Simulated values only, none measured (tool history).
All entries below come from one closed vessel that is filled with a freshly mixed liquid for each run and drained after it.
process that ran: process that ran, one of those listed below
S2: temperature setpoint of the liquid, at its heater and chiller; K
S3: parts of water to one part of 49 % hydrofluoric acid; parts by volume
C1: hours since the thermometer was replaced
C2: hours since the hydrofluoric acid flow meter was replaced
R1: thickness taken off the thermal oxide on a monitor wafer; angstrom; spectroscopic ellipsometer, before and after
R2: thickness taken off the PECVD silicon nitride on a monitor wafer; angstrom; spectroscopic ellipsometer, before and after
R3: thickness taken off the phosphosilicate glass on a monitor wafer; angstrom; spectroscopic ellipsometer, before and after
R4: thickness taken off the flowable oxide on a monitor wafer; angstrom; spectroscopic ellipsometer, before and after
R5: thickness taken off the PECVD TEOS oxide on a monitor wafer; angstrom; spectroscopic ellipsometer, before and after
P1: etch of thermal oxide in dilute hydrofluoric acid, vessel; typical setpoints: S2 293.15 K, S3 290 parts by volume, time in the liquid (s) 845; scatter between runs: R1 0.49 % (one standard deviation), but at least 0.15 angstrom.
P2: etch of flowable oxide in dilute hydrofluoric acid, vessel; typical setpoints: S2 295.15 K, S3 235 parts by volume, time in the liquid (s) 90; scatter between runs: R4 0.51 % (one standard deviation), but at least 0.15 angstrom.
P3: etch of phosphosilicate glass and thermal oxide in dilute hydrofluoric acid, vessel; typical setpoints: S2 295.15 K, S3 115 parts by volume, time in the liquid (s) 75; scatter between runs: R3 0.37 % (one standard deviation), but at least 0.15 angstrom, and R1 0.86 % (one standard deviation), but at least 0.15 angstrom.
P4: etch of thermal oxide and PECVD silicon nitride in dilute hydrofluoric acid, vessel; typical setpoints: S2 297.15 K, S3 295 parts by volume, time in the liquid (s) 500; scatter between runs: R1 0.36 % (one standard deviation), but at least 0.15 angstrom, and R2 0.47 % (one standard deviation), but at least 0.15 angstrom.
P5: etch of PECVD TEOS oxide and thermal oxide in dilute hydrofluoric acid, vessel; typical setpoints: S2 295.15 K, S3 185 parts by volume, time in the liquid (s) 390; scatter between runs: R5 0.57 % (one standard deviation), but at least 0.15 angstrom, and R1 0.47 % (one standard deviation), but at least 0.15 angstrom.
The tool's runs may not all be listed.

{"run": 1, "hour": 12.0, "process that ran": "P1", "S2": 293.15, "S3": 290, "time in the liquid (s)": 845, "C1": 477.8, "C2": 385.2, "R1": 105.53}
{"run": 2, "hour": 27.6, "process that ran": "P1", "S2": 293.15, "S3": 290, "time in the liquid (s)": 845, "C1": 493.4, "C2": 400.8, "R1": 105.63}
{"run": 3, "hour": 36.8, "process that ran": "P4", "S2": 297.15, "S3": 295, "time in the liquid (s)": 970, "C1": 502.6, "C2": 410.0, "R1": 126.28, "R2": 110.61}
{"run": 4, "hour": 50.9, "process that ran": "P3", "S2": 295.15, "S3": 115, "time in the liquid (s)": 75, "C1": 516.7, "C2": 424.1, "R1": 28.042, "R3": 476.08}
{"run": 5, "hour": 66.8, "process that ran": "P3", "S2": 295.15, "S3": 210, "time in the liquid (s)": 75, "C1": 532.6, "C2": 440.0, "R1": 13.678, "R3": 235.89}
{"run": 6, "hour": 76.9, "process that ran": "P2", "S2": 300.15, "S3": 235, "time in the liquid (s)": 90, "C1": 542.7, "C2": 450.1, "R4": 125.97}
{"run": 7, "hour": 91.3, "process that ran": "P5", "S2": 295.15, "S3": 185, "time in the liquid (s)": 770, "C1": 557.1, "C2": 464.5, "R1": 161.13, "R5": 295.72}
{"run": 8, "hour": 105.1, "process that ran": "P1", "S2": 301.15, "S3": 290, "time in the liquid (s)": 845, "C1": 570.9, "C2": 478.3, "R1": 139.34}
{"run": 9, "hour": 120.6, "process that ran": "P1", "S2": 293.15, "S3": 290, "time in the liquid (s)": 1260, "C1": 586.4, "C2": 493.8, "R1": 155.74}
{"run": 10, "hour": 133.3, "process that ran": "P4", "S2": 297.15, "S3": 455, "time in the liquid (s)": 500, "C1": 599.1, "C2": 506.5, "R1": 36.365, "R2": 37.88}
{"run": 11, "hour": 143.1, "process that ran": "P1", "S2": 293.15, "S3": 290, "time in the liquid (s)": 30, "C1": 608.9, "C2": 516.3, "R1": 3.9019}
{"run": 12, "hour": 157.7, "process that ran": "P2", "S2": 295.15, "S3": 235, "time in the liquid (s)": 160, "C1": 623.5, "C2": 530.9, "R4": 187.9}
{"run": 13, "hour": 165.5, "process that ran": "P5", "S2": 295.15, "S3": 185, "time in the liquid (s)": 390, "C1": 631.3, "C2": 538.7, "R1": 81.249, "R5": 150.88}
{"run": 14, "hour": 182.3, "process that ran": "P1", "S2": 297.15, "S3": 290, "time in the liquid (s)": 300, "C1": 648.1, "C2": 555.5, "R1": 42.748}
{"run": 15, "hour": 193.7, "process that ran": "P4", "S2": 292.65, "S3": 295, "time in the liquid (s)": 500, "C1": 659.5, "C2": 566.9, "R1": 55.192, "R2": 43.393}
{"run": 16, "hour": 204.1, "process that ran": "P2", "S2": 295.15, "S3": 235, "time in the liquid (s)": 90, "C1": 669.9, "C2": 577.3, "R4": 106.22}
{"run": 17, "hour": 213.3, "process that ran": "P1", "S2": 293.15, "S3": 290, "time in the liquid (s)": 845, "C1": 679.1, "C2": 586.5, "R1": 105.23}
{"run": 18, "hour": 227.6, "process that ran": "P1", "S2": 290.15, "S3": 290, "time in the liquid (s)": 845, "C1": 693.4, "C2": 600.8, "R1": 94.568}
{"run": 19, "hour": 244.0, "process that ran": "P1", "S2": 298.15, "S3": 490, "time in the liquid (s)": 845, "C1": 709.8, "C2": 617.2, "R1": 61.751}
{"run": 20, "hour": 258.9, "process that ran": "P2", "S2": 295.15, "S3": 340, "time in the liquid (s)": 90, "C1": 724.7, "C2": 632.1, "R4": 66.039}
{"run": 21, "hour": 274.6, "process that ran": "P1", "S2": 293.15, "S3": 290, "time in the liquid (s)": 845, "C1": 740.4, "C2": 647.8, "R1": 104.95}
{"run": 22, "hour": 288.8, "process that ran": "P1", "S2": 293.15, "S3": 290, "time in the liquid (s)": 845, "C1": 754.6, "C2": 662.0, "R1": 105.29}
{"run": 23, "hour": 297.5, "process that ran": "P1", "S2": 293.15, "S3": 490, "time in the liquid (s)": 845, "C1": 763.3, "C2": 670.7, "R1": 52.669}
{"run": 24, "hour": 305.8, "process that ran": "P4", "S2": 297.15, "S3": 295, "time in the liquid (s)": 500, "C1": 771.6, "C2": 679.0, "R1": 64.802, "R2": 57.47}
{"run": 25, "hour": 321.1, "process that ran": "P5", "S2": 302.15, "S3": 185, "time in the liquid (s)": 390, "C1": 786.9, "C2": 694.3, "R1": 104.16, "R5": 193.66}
{"run": 26, "hour": 333.8, "process that ran": "P1", "S2": 293.15, "S3": 495, "time in the liquid (s)": 160, "C1": 799.6, "C2": 707.0, "R1": 9.9312}
{"run": 27, "hour": 349.7, "process that ran": "P2", "S2": 295.15, "S3": 235, "time in the liquid (s)": 90, "C1": 815.5, "C2": 722.9, "R4": 104.87}
{"run": 28, "hour": 366.5, "process that ran": "P3", "S2": 295.15, "S3": 115, "time in the liquid (s)": 75, "C1": 832.3, "C2": 739.7, "R1": 27.413, "R3": 477.39}
{"run": 29, "hour": 380.3, "process that ran": "P3", "S2": 295.15, "S3": 115, "time in the liquid (s)": 30, "C1": 846.1, "C2": 753.5, "R1": 11.207, "R3": 190.06}
{"run": 30, "hour": 396.1, "process that ran": "P5", "S2": 295.15, "S3": 185, "time in the liquid (s)": 390, "C1": 861.9, "C2": 769.3, "R1": 81.643, "R5": 149.54}
{"run": 31, "hour": 412.8, "process that ran": "P1", "S2": 293.15, "S3": 120, "time in the liquid (s)": 845, "C1": 878.6, "C2": 786.0, "R1": 301.53}
{"run": 32, "hour": 426.6, "process that ran": "P3", "S2": 290.65, "S3": 115, "time in the liquid (s)": 75, "C1": 892.4, "C2": 799.8, "R1": 23.461, "R3": 397.43}
{"run": 33, "hour": 443.8, "process that ran": "P1", "S2": 293.15, "S3": 290, "time in the liquid (s)": 845, "C1": 909.6, "C2": 817.0, "R1": 105.21}
{"run": 34, "hour": 458.5, "process that ran": "P5", "S2": 295.15, "S3": 280, "time in the liquid (s)": 390, "C1": 924.3, "C2": 831.7, "R1": 48.925, "R5": 90.841}
{"run": 35, "hour": 470.7, "process that ran": "P1", "S2": 293.15, "S3": 290, "time in the liquid (s)": 845, "C1": 936.5, "C2": 843.9, "R1": 105.24}
{"run": 36, "hour": 478.3, "process that ran": "P1", "S2": 293.15, "S3": 290, "time in the liquid (s)": 845, "C1": 944.1, "C2": 851.5, "R1": 103.29}
{"run": 37, "hour": 488.6, "process that ran": "P1", "S2": 293.15, "S3": 290, "time in the liquid (s)": 845, "C1": 954.4, "C2": 861.8, "R1": 101.77}
{"run": 38, "hour": 500.3, "process that ran": "P1", "S2": 293.15, "S3": 290, "time in the liquid (s)": 845, "C1": 966.1, "C2": 873.5, "R1": 98.842}
{"run": 39, "hour": 508.2, "process that ran": "P1", "S2": 293.15, "S3": 290, "time in the liquid (s)": 845, "C1": 974.0, "C2": 881.4, "R1": 99.427}
{"run": 40, "hour": 518.6, "process that ran": "P1", "S2": 293.15, "S3": 290, "time in the liquid (s)": 845, "C1": 984.4, "C2": 891.8, "R1": 100.82}
{"run": 41, "hour": 532.6, "process that ran": "P1", "S2": 293.15, "S3": 290, "time in the liquid (s)": 845, "C1": 998.4, "C2": 905.8, "R1": 99.551}

Something has made what P1 gives creep away from where it was; the 2 causes below, each at its own stated size, fit the log equally well:
A: liquid colder than its thermometer reads (K) = 1.63
B: hydrofluoric acid flow below the setpoint (%) = 4.64
Onset of the creep was near hour 470.7.

Of the 4 check runs listed below, each run on one wafer and each result written as a question mark, which would let you distinguish the listed causes because they would give clearly different results?
{"run": "check 1", "hour": 546.6, "process that ran": "P5", "S2": 302.15, "S3": 185, "time in the liquid (s)": 390, "R1": "?", "R5": "?"}
{"run": "check 2", "hour": 546.6, "process that ran": "P3", "S2": 292.15, "S3": 175, "time in the liquid (s)": 75, "R1": "?", "R3": "?"}
{"run": "check 3", "hour": 546.6, "process that ran": "P2", "S2": 300.15, "S3": 235, "time in the liquid (s)": 90, "R4": "?"}
{"run": "check 4", "hour": 546.6, "process that ran": "P4", "S2": 297.15, "S3": 295, "time in the liquid (s)": 875, "R1": "?", "R2": "?"}

Predicted outcomes, by check and by cause:
check=check_1 result=R1 if_A=99.0890 if_B=99.0580
check=check_1 result=R5 if_A=183.320 if_B=183.260
check=check_2 result=R1 if_A=14.3200 if_B=14.4520
check=check_2 result=R3 if_A=244.55 if_B=246.81
check=check_3 result=R4 if_A=119.520 if_B=119.210
check=check_4 result=R1 if_A=107.4900 if_B=107.0500
check=check_4 result=R2 if_A=90.802 if_B=95.782
Separation of the two closest causes in each check, using whichever result separates them best: check 1 0.03 %; check 2 0.92 %; check 3 0.26 %; check 4 5.34 %
Only check 4 tells the causes apart: in the others they would give nearly the same result.

With check 4 done, the readings were: R1 107.4000 angstrom; R2 90.369 angstrom. Identify which of the listed causes applies.

It is A: liquid colder than its thermometer reads (K).

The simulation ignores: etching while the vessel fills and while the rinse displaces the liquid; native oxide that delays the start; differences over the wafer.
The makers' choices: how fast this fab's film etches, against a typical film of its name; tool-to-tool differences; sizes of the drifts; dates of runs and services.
